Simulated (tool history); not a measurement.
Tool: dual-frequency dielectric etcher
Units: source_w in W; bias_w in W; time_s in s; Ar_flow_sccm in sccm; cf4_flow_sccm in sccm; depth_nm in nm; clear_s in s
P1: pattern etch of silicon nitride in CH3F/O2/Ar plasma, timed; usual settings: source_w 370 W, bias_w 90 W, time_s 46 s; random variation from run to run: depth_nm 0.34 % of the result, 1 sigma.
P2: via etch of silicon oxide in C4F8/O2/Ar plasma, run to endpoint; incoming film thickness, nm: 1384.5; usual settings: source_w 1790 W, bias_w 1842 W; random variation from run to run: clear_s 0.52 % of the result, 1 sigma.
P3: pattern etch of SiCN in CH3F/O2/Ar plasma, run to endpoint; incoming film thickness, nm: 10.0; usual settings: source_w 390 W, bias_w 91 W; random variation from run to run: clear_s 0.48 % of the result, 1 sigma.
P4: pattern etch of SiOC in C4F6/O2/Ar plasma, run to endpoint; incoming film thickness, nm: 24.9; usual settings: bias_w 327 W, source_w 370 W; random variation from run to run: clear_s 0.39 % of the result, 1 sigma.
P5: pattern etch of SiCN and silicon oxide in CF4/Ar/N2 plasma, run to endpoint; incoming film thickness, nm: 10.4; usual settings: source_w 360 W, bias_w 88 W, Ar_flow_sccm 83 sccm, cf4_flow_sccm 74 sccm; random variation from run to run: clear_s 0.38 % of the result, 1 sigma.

run,hour,process,source_w,bias_w,time_s,Ar_flow_sccm,cf4_flow_sccm,hours since the last wet clean,hours since the last source power generator calibration,hours since the last bias power generator calibration,depth_nm,clear_s
1,12.7,P1,370,90,46,,,238.4,1905.2,1996.5,33.735,
2,25.8,P1,370,90,46,,,251.5,1918.3,2009.6,33.94,
3,36.4,P2,1790,1842,,,,262.1,1928.9,2020.2,,295.43
4,46.1,P3,390,91,,,,271.8,1938.6,2029.9,,25.283
5,55.8,P1,370,119,46,,,281.5,1948.3,2039.6,37.615,
6,64.2,P1,370,90,46,,,289.9,1956.7,2048,34.081,
# hour 70.7: bias power generator calibrated
7,73.3,P4,490,327,,,,299,1965.8,2.6,,8.7529
8,80.3,P2,2420,1842,,,,306,1972.8,9.6,,259.1
9,93.9,P2,1790,1842,,,,319.6,1986.4,23.2,,292.68
10,107.3,P1,370,90,46,,,333,1999.8,36.6,33.93,
11,117,P3,540,91,,,,342.7,2009.5,46.3,,22.421
12,124.3,P1,370,71,46,,,350,2016.8,53.6,31.251,
13,134.1,P5,360,88,,83,58,359.8,2026.6,63.4,,13.966
14,144.8,P5,450,88,,83,74,370.5,2037.3,74.1,,11.053
15,152.3,P2,1790,1130,,,,378,2044.8,81.6,,334.74
16,164.8,P5,360,88,,83,74,390.5,2057.3,94.1,,13.514
17,177.5,P4,370,199,,,,403.2,2070,106.8,,11.635
18,192.6,P5,360,104,,83,74,418.3,2085.1,121.9,,12.619
19,200.3,P3,390,91,,,,426,2092.8,129.6,,25.163
20,210.6,P1,500,90,46,,,436.3,2103.1,139.9,38.006,
21,217.8,P1,280,90,46,,,443.5,2110.3,147.1,30.58,
22,231.3,P4,370,327,,,,457,2123.8,160.6,,9.8328
23,238.8,P1,370,90,46,,,464.5,2131.3,168.1,33.981,
24,252.2,P1,470,123,46,,,477.9,2144.7,181.5,41.607,
25,258.8,P1,370,112,63,,,484.5,2151.3,188.1,49.991,
26,267.9,P1,370,90,46,,,493.6,2160.4,197.2,33.954,
27,277.1,P1,370,90,32.5,,,502.8,2169.6,206.4,24.003,
28,287.5,P5,360,88,,67,74,513.2,2180,216.8,,13.124
29,300,P1,370,90,57,,,525.7,2192.5,229.3,42.031,
30,313.3,P3,390,72,,,,539,2205.8,242.6,,27.196
31,327.4,P1,370,90,46,,,553.1,2219.9,256.7,33.789,
32,336.1,P1,370,90,46,,,561.8,2228.6,265.4,33.812,
33,349.2,P1,370,90,46,,,574.9,2241.7,278.5,34.241,
34,356.8,P1,370,90,46,,,582.5,2249.3,286.1,34.333,
35,369.9,P1,370,90,46,,,595.6,2262.4,299.2,34.327,
36,383.8,P1,370,90,46,,,609.5,2276.3,313.1,34.311,
# hour 388.6: wet clean of the chamber
37,392.5,P1,370,90,46,,,4,2285,321.8,34.591,
38,403.8,P1,370,90,46,,,15.3,2296.3,333.1,34.498,
39,413.5,P1,370,90,46,,,25,2306,342.8,34.416,
40,420.5,P1,370,90,46,,,32,2313,349.8,34.327,
41,430.5,P1,370,90,46,,,42,2323,359.8,34.538,

What P1 gives has crept away from where it was. These 2 causes fit the log equally well, each at the size given:
A: bias power that arrives over what is set, % = 4.85
B: source power that arrives over what is set, % = 4.7
The creep began at about hour 336.1.
Why every other cause is out:
chamber walls in a state that raises the etch rate, %: serviced at hour 388.6, which brought nothing back

4 check runs are offered, each on 2 wafers whose results are averaged, their results left as question marks. Which one tells the causes apart?
check 1,440.5,P4,370,327,,,,,,,,?
check 2,440.5,P2,1790,1842,,,,,,,,?
check 3,440.5,P3,390,91,,,,,,,,?
check 4,440.5,P5,360,88,,83,74,,,,,?

What each check would give under each cause:
check,result,if A,if B
check 1,clear_s,9.6732,9.6674
check 2,clear_s,289.61,288.19
check 3,clear_s,24.752,24.768
check 4,clear_s,13.268,12.953
How far apart the two closest causes lie, in the result that separates them most: check 1 0.06 %; check 2 0.49 %; check 3 0.06 %; check 4 2.4 %
Check 4 tells the causes apart: in the others they would give nearly the same result.

Then check 4 was run and gave: clear_s 12.949 s. Which cause is it?

It is B: source power that arrives over what is set, %.

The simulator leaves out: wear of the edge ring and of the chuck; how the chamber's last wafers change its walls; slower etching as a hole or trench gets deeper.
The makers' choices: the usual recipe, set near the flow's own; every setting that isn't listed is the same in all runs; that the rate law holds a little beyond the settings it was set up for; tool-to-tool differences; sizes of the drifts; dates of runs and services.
